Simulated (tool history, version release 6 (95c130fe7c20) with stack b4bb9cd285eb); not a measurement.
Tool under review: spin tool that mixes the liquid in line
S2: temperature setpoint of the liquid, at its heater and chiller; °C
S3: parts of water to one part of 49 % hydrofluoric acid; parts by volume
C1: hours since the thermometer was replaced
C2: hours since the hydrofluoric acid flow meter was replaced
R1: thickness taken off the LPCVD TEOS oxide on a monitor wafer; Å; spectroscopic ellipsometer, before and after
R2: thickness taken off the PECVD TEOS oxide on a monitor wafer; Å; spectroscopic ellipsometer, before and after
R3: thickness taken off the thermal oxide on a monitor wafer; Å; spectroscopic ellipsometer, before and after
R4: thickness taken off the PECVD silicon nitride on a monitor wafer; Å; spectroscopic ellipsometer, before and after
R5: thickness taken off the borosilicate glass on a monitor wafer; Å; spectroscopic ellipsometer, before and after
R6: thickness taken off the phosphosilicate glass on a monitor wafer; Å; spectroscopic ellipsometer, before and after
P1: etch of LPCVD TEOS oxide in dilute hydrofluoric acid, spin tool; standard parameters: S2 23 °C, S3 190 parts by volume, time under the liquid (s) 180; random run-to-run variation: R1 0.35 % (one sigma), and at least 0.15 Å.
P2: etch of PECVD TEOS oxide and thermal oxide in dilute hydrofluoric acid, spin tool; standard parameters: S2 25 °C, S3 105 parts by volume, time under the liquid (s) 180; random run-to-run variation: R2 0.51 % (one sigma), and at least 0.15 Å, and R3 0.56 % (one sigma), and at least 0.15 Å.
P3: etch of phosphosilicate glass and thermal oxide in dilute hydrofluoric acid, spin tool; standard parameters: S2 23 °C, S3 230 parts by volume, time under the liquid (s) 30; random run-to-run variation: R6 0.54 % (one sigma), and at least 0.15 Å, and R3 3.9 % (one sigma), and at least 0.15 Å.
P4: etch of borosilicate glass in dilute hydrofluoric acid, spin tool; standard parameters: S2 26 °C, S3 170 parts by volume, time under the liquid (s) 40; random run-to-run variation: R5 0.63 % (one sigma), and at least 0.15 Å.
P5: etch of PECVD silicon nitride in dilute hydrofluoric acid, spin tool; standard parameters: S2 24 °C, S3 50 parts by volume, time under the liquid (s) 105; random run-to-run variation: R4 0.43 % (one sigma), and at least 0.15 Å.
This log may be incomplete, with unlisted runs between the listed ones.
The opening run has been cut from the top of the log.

run 2 hour=17.1 | process_that_ran=P2 S2=25 S3=105 time_under_the_liquid_(s)=265 | C1=218.6 C2=413.5 | R2=406.15 R3=119.54
run 3 hour=23.4 | process_that_ran=P1 S2=23 S3=190 time_under_the_liquid_(s)=180 | C1=224.9 C2=419.8 | R1=146.51
run 4 hour=33.1 | process_that_ran=P2 S2=20 S3=105 time_under_the_liquid_(s)=180 | C1=234.6 C2=429.5 | R2=224.21 R3=65.477
run 5 hour=40.5 | process_that_ran=P5 S2=20 S3=50 time_under_the_liquid_(s)=105 | C1=242 C2=436.9 | R4=76.107
run 6 hour=50.7 | process_that_ran=P4 S2=26 S3=170 time_under_the_liquid_(s)=40 | C1=252.2 C2=447.1 | R5=51.031
run 7 hour=56.5 | process_that_ran=P4 S2=26 S3=170 time_under_the_liquid_(s)=80 | C1=258 C2=452.9 | R5=101.73
run 8 hour=62.9 | process_that_ran=P2 S2=25 S3=105 time_under_the_liquid_(s)=180 | C1=264.4 C2=459.3 | R2=273.66 R3=80.34
run 9 hour=68.2 | process_that_ran=P3 S2=23 S3=230 time_under_the_liquid_(s)=30 | C1=269.7 C2=464.6 | R3=5.1476 R6=164.8
run 10 hour=73 | process_that_ran=P1 S2=23 S3=190 time_under_the_liquid_(s)=180 | C1=274.5 C2=469.4 | R1=146.4
run 11 hour=77.8 | process_that_ran=P1 S2=17.5 S3=55 time_under_the_liquid_(s)=180 | C1=279.3 C2=474.2 | R1=468.42
run 12 hour=86.9 | process_that_ran=P1 S2=31 S3=270 time_under_the_liquid_(s)=180 | C1=288.4 C2=483.3 | R1=125.01
-- hour=96.2 thermometer replaced
run 13 hour=96.3 | process_that_ran=P1 S2=23 S3=190 time_under_the_liquid_(s)=340 | C1=0.2 C2=492.7 | R1=275.35
run 14 hour=101.2 | process_that_ran=P5 S2=24 S3=50 time_under_the_liquid_(s)=105 | C1=5.1 C2=497.6 | R4=100.11
run 15 hour=108.8 | process_that_ran=P1 S2=23 S3=190 time_under_the_liquid_(s)=180 | C1=12.7 C2=505.2 | R1=146.51
run 16 hour=118.5 | process_that_ran=P4 S2=26 S3=295 time_under_the_liquid_(s)=40 | C1=22.4 C2=514.9 | R5=25.489
run 17 hour=127.6 | process_that_ran=P3 S2=23 S3=325 time_under_the_liquid_(s)=30 | C1=31.5 C2=524 | R3=3.058 R6=106.07
run 18 hour=136.6 | process_that_ran=P2 S2=25 S3=150 time_under_the_liquid_(s)=180 | C1=40.5 C2=533 | R2=180.66 R3=53.693
run 19 hour=142.1 | process_that_ran=P5 S2=24 S3=50 time_under_the_liquid_(s)=210 | C1=46 C2=538.5 | R4=199.83
run 20 hour=149.5 | process_that_ran=P5 S2=24 S3=50 time_under_the_liquid_(s)=105 | C1=53.4 C2=545.9 | R4=101.13
run 21 hour=158 | process_that_ran=P1 S2=23 S3=190 time_under_the_liquid_(s)=180 | C1=61.9 C2=554.4 | R1=147.13
run 22 hour=166.7 | process_that_ran=P1 S2=23 S3=190 time_under_the_liquid_(s)=75 | C1=70.6 C2=563.1 | R1=61.117
run 23 hour=174.1 | process_that_ran=P1 S2=23 S3=345 time_under_the_liquid_(s)=180 | C1=78 C2=570.5 | R1=69.541

Run 24 is up next; what results do you expect?
run 24 hour=179.2 | process_that_ran=P1 S2=23 S3=70 time_under_the_liquid_(s)=180 | C1=83.1 C2=575.6 | R1=?

For run 24 the tool returned R1 455.5 Å.
